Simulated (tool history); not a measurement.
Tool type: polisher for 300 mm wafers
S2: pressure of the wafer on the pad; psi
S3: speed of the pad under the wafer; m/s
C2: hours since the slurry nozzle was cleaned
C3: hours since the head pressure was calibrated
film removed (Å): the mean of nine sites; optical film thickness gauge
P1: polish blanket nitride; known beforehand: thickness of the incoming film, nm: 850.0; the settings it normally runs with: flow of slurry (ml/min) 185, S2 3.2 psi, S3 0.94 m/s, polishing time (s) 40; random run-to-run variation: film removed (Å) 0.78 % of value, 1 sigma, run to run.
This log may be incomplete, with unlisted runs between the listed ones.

run 1 day=0.625 | flow_of_slurry_(ml/min)=185 S2=3.2 S3=0.94 polishing_time_(s)=40 | wafers_polished_on_this_pad=375 C2=230.4 C3=168.9 | film_removed_(Å)=586.1
run 2 day=0.996 | flow_of_slurry_(ml/min)=185 S2=5 S3=0.94 polishing_time_(s)=40 | wafers_polished_on_this_pad=503 C2=239.3 C3=177.8 | film_removed_(Å)=911.89
run 3 day=1.317 | flow_of_slurry_(ml/min)=185 S2=3.2 S3=0.94 polishing_time_(s)=40 | wafers_polished_on_this_pad=614 C2=247 C3=185.5 | film_removed_(Å)=574.02
run 4 day=1.758 | flow_of_slurry_(ml/min)=185 S2=3.2 S3=0.56 polishing_time_(s)=28 | wafers_polished_on_this_pad=767 C2=257.6 C3=196.1 | film_removed_(Å)=276.25
-- day=2.379 worn pad replaced by a new one
run 5 day=2.438 | flow_of_slurry_(ml/min)=255 S2=3.2 S3=0.94 polishing_time_(s)=40 | wafers_polished_on_this_pad=21 C2=273.9 C3=212.4 | film_removed_(Å)=605.83
run 6 day=2.808 | flow_of_slurry_(ml/min)=185 S2=3.2 S3=0.94 polishing_time_(s)=40 | wafers_polished_on_this_pad=149 C2=282.8 C3=221.3 | film_removed_(Å)=583.33
run 7 day=3.458 | flow_of_slurry_(ml/min)=185 S2=3.2 S3=0.94 polishing_time_(s)=22 | wafers_polished_on_this_pad=374 C2=298.4 C3=236.9 | film_removed_(Å)=320.03
run 8 day=3.825 | flow_of_slurry_(ml/min)=185 S2=2 S3=0.94 polishing_time_(s)=30 | wafers_polished_on_this_pad=501 C2=307.2 C3=245.7 | film_removed_(Å)=272.39
run 9 day=4.371 | flow_of_slurry_(ml/min)=185 S2=3.2 S3=1.18 polishing_time_(s)=40 | wafers_polished_on_this_pad=689 C2=320.3 C3=258.8 | film_removed_(Å)=704.27
run 10 day=4.888 | flow_of_slurry_(ml/min)=185 S2=3.2 S3=0.94 polishing_time_(s)=57 | wafers_polished_on_this_pad=868 C2=332.7 C3=271.2 | film_removed_(Å)=842.85
run 11 day=5.258 | flow_of_slurry_(ml/min)=185 S2=2.1 S3=0.94 polishing_time_(s)=40 | wafers_polished_on_this_pad=996 C2=341.6 C3=280.1 | film_removed_(Å)=382.31
run 12 day=5.725 | flow_of_slurry_(ml/min)=110 S2=3.2 S3=0.94 polishing_time_(s)=40 | wafers_polished_on_this_pad=1158 C2=352.8 C3=291.3 | film_removed_(Å)=532.09
run 13 day=6.125 | flow_of_slurry_(ml/min)=185 S2=3.2 S3=0.94 polishing_time_(s)=40 | wafers_polished_on_this_pad=1296 C2=362.4 C3=300.9 | film_removed_(Å)=588.86
run 14 day=6.496 | flow_of_slurry_(ml/min)=185 S2=3.2 S3=0.46 polishing_time_(s)=40 | wafers_polished_on_this_pad=1424 C2=371.3 C3=309.8 | film_removed_(Å)=329.97
run 15 day=7.05 | flow_of_slurry_(ml/min)=260 S2=2.3 S3=0.94 polishing_time_(s)=40 | wafers_polished_on_this_pad=1616 C2=384.6 C3=323.1 | film_removed_(Å)=443.91
run 16 day=7.488 | flow_of_slurry_(ml/min)=185 S2=3.2 S3=0.94 polishing_time_(s)=40 | wafers_polished_on_this_pad=1767 C2=395.1 C3=333.6 | film_removed_(Å)=579.89
run 17 day=8.175 | flow_of_slurry_(ml/min)=185 S2=3.2 S3=0.94 polishing_time_(s)=40 | wafers_polished_on_this_pad=2005 C2=411.6 C3=350.1 | film_removed_(Å)=570.98
run 18 day=8.808 | flow_of_slurry_(ml/min)=185 S2=3.2 S3=0.94 polishing_time_(s)=40 | wafers_polished_on_this_pad=2224 C2=426.8 C3=365.3 | film_removed_(Å)=560.72
run 19 day=9.283 | flow_of_slurry_(ml/min)=185 S2=3.2 S3=0.94 polishing_time_(s)=40 | wafers_polished_on_this_pad=2388 C2=438.2 C3=376.7 | film_removed_(Å)=551.79
-- day=9.362 worn pad replaced by a new one
run 20 day=10.012 | flow_of_slurry_(ml/min)=185 S2=3.2 S3=0.94 polishing_time_(s)=40 | wafers_polished_on_this_pad=225 C2=455.7 C3=394.2 | film_removed_(Å)=545.35
run 21 day=10.667 | flow_of_slurry_(ml/min)=185 S2=3.2 S3=0.94 polishing_time_(s)=40 | wafers_polished_on_this_pad=451 C2=471.4 C3=409.9 | film_removed_(Å)=545.42
run 22 day=11.292 | flow_of_slurry_(ml/min)=185 S2=3.2 S3=0.94 polishing_time_(s)=40 | wafers_polished_on_this_pad=667 C2=486.4 C3=424.9 | film_removed_(Å)=544.17
run 23 day=11.825 | flow_of_slurry_(ml/min)=185 S2=3.2 S3=0.94 polishing_time_(s)=40 | wafers_polished_on_this_pad=851 C2=499.2 C3=437.7 | film_removed_(Å)=535.48
run 24 day=12.204 | flow_of_slurry_(ml/min)=185 S2=3.2 S3=0.94 polishing_time_(s)=40 | wafers_polished_on_this_pad=982 C2=508.3 C3=446.8 | film_removed_(Å)=546.76
run 25 day=12.788 | flow_of_slurry_(ml/min)=185 S2=3.2 S3=0.94 polishing_time_(s)=40 | wafers_polished_on_this_pad=1184 C2=522.3 C3=460.8 | film_removed_(Å)=535.95

The output of P1 has drifted from where it used to be. Each of the 2 causes below, taken at the size shown beside it, accounts for the log equally well:
A: slurry flow missing at the pad, % = 37.3
B: head's pressure below its setpoint, % = 8.03
The creep began at about day 7.488.
Excluded causes, each with its reason:
removal rate lost through wear of the pad, %: its service at day 9.362 followed the start of the drift and did not put the process back to its old value

The 4 check runs listed below each average the results of 2 wafers, and their outcomes are marked with question marks. Under which run would the listed causes produce clearly different results?
run check 1 day=13.371 | flow_of_slurry_(ml/min)=185 S2=3.2 S3=0.64 polishing_time_(s)=26 | film_removed_(Å)=?
run check 2 day=13.371 | flow_of_slurry_(ml/min)=185 S2=4.6 S3=0.94 polishing_time_(s)=57 | film_removed_(Å)=?
run check 3 day=13.371 | flow_of_slurry_(ml/min)=185 S2=3.2 S3=0.7 polishing_time_(s)=40 | film_removed_(Å)=?
run check 4 day=13.371 | flow_of_slurry_(ml/min)=110 S2=3.2 S3=0.94 polishing_time_(s)=51 | film_removed_(Å)=?

What each check would give under each cause:
check=check_1 result=film_removed_(Å) if_A=257.61 if_B=257.59
check=check_2 result=film_removed_(Å) if_A=1104.2 if_B=1104.1
check=check_3 result=film_removed_(Å) if_A=425.78 if_B=425.74
check=check_4 result=film_removed_(Å) if_A=594.58 if_B=624.56
Per check, the gap between the least separated pair of causes, taken in the result that splits them most: check 1 0.01 %; check 2 0.01 %; check 3 0.01 %; check 4 4.92 %
Of the check runs offered, only check 4 discriminates between the causes; the rest would read about the same regardless of which cause applies.

Then check 4 was run and gave: film removed (Å) 598.22. Which cause is it?

It was cause A: slurry flow missing at the pad, %.
